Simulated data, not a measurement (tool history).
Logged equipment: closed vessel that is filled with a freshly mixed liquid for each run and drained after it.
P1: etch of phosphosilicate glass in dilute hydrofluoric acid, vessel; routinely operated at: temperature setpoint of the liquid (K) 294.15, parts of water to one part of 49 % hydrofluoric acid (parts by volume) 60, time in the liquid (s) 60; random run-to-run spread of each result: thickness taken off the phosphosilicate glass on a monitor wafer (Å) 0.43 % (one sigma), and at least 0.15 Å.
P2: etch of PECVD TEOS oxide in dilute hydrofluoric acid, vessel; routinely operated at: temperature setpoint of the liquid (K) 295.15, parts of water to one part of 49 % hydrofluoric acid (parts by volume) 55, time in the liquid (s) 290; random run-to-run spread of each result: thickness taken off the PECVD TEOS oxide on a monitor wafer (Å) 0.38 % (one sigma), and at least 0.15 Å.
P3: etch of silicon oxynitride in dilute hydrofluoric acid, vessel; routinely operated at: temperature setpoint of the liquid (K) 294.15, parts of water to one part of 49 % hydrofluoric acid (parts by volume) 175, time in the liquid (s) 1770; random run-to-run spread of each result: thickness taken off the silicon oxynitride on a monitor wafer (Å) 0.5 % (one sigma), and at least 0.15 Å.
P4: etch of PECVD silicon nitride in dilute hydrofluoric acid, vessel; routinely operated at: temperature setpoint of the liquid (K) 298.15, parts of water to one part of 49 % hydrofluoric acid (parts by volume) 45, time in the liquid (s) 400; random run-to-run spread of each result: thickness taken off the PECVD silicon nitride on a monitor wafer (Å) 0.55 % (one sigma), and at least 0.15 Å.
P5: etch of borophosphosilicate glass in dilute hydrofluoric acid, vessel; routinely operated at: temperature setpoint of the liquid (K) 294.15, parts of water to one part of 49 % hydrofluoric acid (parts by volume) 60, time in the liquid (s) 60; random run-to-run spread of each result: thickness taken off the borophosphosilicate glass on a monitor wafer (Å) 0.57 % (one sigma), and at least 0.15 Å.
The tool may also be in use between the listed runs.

run,hour,process that ran,temperature setpoint of the liquid (K),parts of water to one part of 49 % hydrofluoric acid (parts by volume),time in the liquid (s),hours since the thermometer was replaced,hours since the hydrofluoric acid flow meter was replaced,thickness taken off the phosphosilicate glass on a monitor wafer (Å),thickness taken off the PECVD TEOS oxide on a monitor wafer (Å),thickness taken off the silicon oxynitride on a monitor wafer (Å),thickness taken off the borophosphosilicate glass on a monitor wafer (Å),thickness taken off the PECVD silicon nitride on a monitor wafer (Å)
1,2.5,P1,294.15,60,60,1273.3,1130,1614.3,,,,
2,6.4,P1,294.15,60,60,1277.2,1133.9,1618.4,,,,
3,10.2,P2,295.15,20,290,1281,1137.7,,1260.3,,,
4,13.8,P2,295.15,55,290,1284.6,1141.3,,443.86,,,
5,18.3,P3,301.15,175,1770,1289.1,1145.8,,,503.88,,
6,21.7,P1,294.15,60,100,1292.5,1149.2,2685.4,,,,
7,23.8,P5,294.15,60,110,1294.6,1151.3,,,,987.3,
8,28.3,P3,294.15,175,1770,1299.1,1155.8,,,367.8,,
9,32.2,P5,294.15,60,60,1303,1159.7,,,,538.06,
10,34.7,P1,301.65,60,60,1305.5,1162.2,2185.1,,,,
11,37.5,P1,294.15,60,60,1308.3,1165,1623.5,,,,
12,40.5,P4,298.15,45,175,1311.3,1168,,,,,243.69
13,44.7,P5,301.65,60,60,1315.5,1172.2,,,,731.7,
14,47.2,P4,291.15,45,400,1318,1174.7,,,,,344.66
15,50.9,P1,294.15,20,60,1321.7,1178.4,5087.7,,,,
16,54.4,P4,298.15,45,400,1325.2,1181.9,,,,,552.39
17,57.2,P5,294.15,110,60,1328,1184.7,,,,277.91,
18,59.6,P5,294.15,60,60,1330.4,1187.1,,,,543.7,
19,63.2,P1,290.15,60,60,1334,1190.7,1357.5,,,,

Expected results for the next run?
20,66.5,P3,294.15,175,2900,1337.3,1194,,,?,,

thickness taken off the silicon oxynitride on a monitor wafer (Å): 607.81
